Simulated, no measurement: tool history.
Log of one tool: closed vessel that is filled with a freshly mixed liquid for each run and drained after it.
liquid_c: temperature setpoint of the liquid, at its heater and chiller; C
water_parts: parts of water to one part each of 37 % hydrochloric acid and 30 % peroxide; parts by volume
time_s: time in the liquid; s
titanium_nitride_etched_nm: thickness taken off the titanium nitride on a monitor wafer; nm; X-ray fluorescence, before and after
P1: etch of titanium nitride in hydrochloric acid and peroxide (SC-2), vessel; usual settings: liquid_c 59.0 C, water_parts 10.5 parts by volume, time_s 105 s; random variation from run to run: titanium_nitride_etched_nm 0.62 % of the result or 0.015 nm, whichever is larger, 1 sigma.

| run | hour | liquid_c | water_parts | time_s | hours since the thermometer was replaced | hours since the chemicals flow meter was replaced | hours since the drum of peroxide was connected | titanium_nitride_etched_nm |
|---|---|---|---|---|---|---|---|---|
| 1 | 9.9 | 59.0 | 10.5 | 105 | 231.3 | 494.4 | 345.3 | 4.4584 |
| 2 | 20.4 | 72.0 | 10.5 | 105 | 241.8 | 504.9 | 355.8 | 9.7848 |
| 3 | 32.0 | 66.0 | 17.5 | 105 | 253.4 | 516.5 | 367.4 | 4.3911 |
| 4 | 46.1 | 59.0 | 4.0 | 105 | 267.5 | 530.6 | 381.5 | 9.2784 |
| 5 | 55.3 | 59.0 | 10.5 | 30 | 276.7 | 539.8 | 390.7 | 1.2506 |
| 6 | 62.2 | 59.0 | 10.5 | 105 | 283.6 | 546.7 | 397.6 | 4.4462 |
| 7 | 72.1 | 43.5 | 10.5 | 105 | 293.5 | 556.6 | 407.5 | 1.5943 |
| 8 | 78.7 | 59.0 | 10.5 | 105 | 300.1 | 563.2 | 414.1 | 4.4920 |
| 9 | 88.4 | 59.0 | 10.5 | 105 | 309.8 | 572.9 | 423.8 | 4.4726 |
|  | 96.3 | new drum of peroxide connected |
| 10 | 98.9 | 69.5 | 10.5 | 160 | 320.3 | 583.4 | 2.7 | 12.8000 |
| 11 | 111.8 | 59.0 | 17.5 | 105 | 333.2 | 596.3 | 15.6 | 2.8790 |
| 12 | 126.6 | 59.0 | 10.5 | 215 | 348.0 | 611.1 | 30.4 | 8.9853 |
| 13 | 135.1 | 59.0 | 4.0 | 30 | 356.5 | 619.6 | 38.9 | 2.6481 |
| 14 | 142.2 | 59.0 | 10.5 | 105 | 363.6 | 626.7 | 46.0 | 4.5118 |
| 15 | 149.9 | 59.0 | 10.5 | 105 | 371.3 | 634.4 | 53.7 | 4.4210 |
| 16 | 160.0 | 59.0 | 10.5 | 105 | 381.4 | 644.5 | 63.8 | 4.2722 |
| 17 | 175.2 | 59.0 | 10.5 | 105 | 396.6 | 659.7 | 79.0 | 4.1561 |
| 18 | 190.1 | 59.0 | 10.5 | 105 | 411.5 | 674.6 | 93.9 | 4.1020 |
| 19 | 204.9 | 59.0 | 10.5 | 105 | 426.3 | 689.4 | 108.7 | 4.0298 |
|  | 211.4 | new drum of peroxide connected |
| 20 | 217.8 | 59.0 | 10.5 | 105 | 439.2 | 702.3 | 6.4 | 4.0900 |
| 21 | 233.0 | 59.0 | 10.5 | 105 | 454.4 | 717.5 | 21.6 | 4.0413 |
| 22 | 246.2 | 59.0 | 10.5 | 105 | 467.6 | 730.7 | 34.8 | 4.0212 |
| 23 | 261.0 | 59.0 | 10.5 | 105 | 482.4 | 745.5 | 49.6 | 4.0534 |
| 24 | 268.1 | 59.0 | 10.5 | 105 | 489.5 | 752.6 | 56.7 | 4.0445 |

What P1 gives has crept away from where it was. These 2 causes fit the log equally well, each at the size given:
A: liquid colder than its thermometer reads (K) = 1.57
B: chemicals flow below the setpoint (%) = 11.1
The creep began at about hour 142.2.
Why every other cause is out:
peroxide weaker than its label (%): serviced at hour 211.4, which brought nothing back

4 check runs are offered, each on 5 wafers whose results are averaged, their results left as question marks. Which one tells the causes apart?
| check 1 | 275.2 | 72.0 | 10.5 | 45 |  |  |  | ? |
| check 2 | 275.2 | 59.0 | 16.0 | 30 |  |  |  | ? |
| check 3 | 275.2 | 59.0 | 17.0 | 45 |  |  |  | ? |
| check 4 | 275.2 | 44.5 | 4.5 | 105 |  |  |  | ? |

What each check would give under each cause:
| check | result | if A | if B |
|---|---|---|---|
| check 1 | titanium_nitride_etched_nm | 3.84010 | 3.81120 |
| check 2 | titanium_nitride_etched_nm | 0.80128 | 0.79672 |
| check 3 | titanium_nitride_etched_nm | 1.13870 | 1.13140 |
| check 4 | titanium_nitride_etched_nm | 2.95520 | 3.03290 |
How far apart the two closest causes lie, in the result that separates them most: check 1 0.76 %; check 2 0.57 %; check 3 0.64 %; check 4 2.59 %
Check 4 tells the causes apart: in the others they would give nearly the same result.

Check 4 was then run and gave: titanium_nitride_etched_nm 2.95320 nm. Which cause is it?

It is A: liquid colder than its thermometer reads (K).
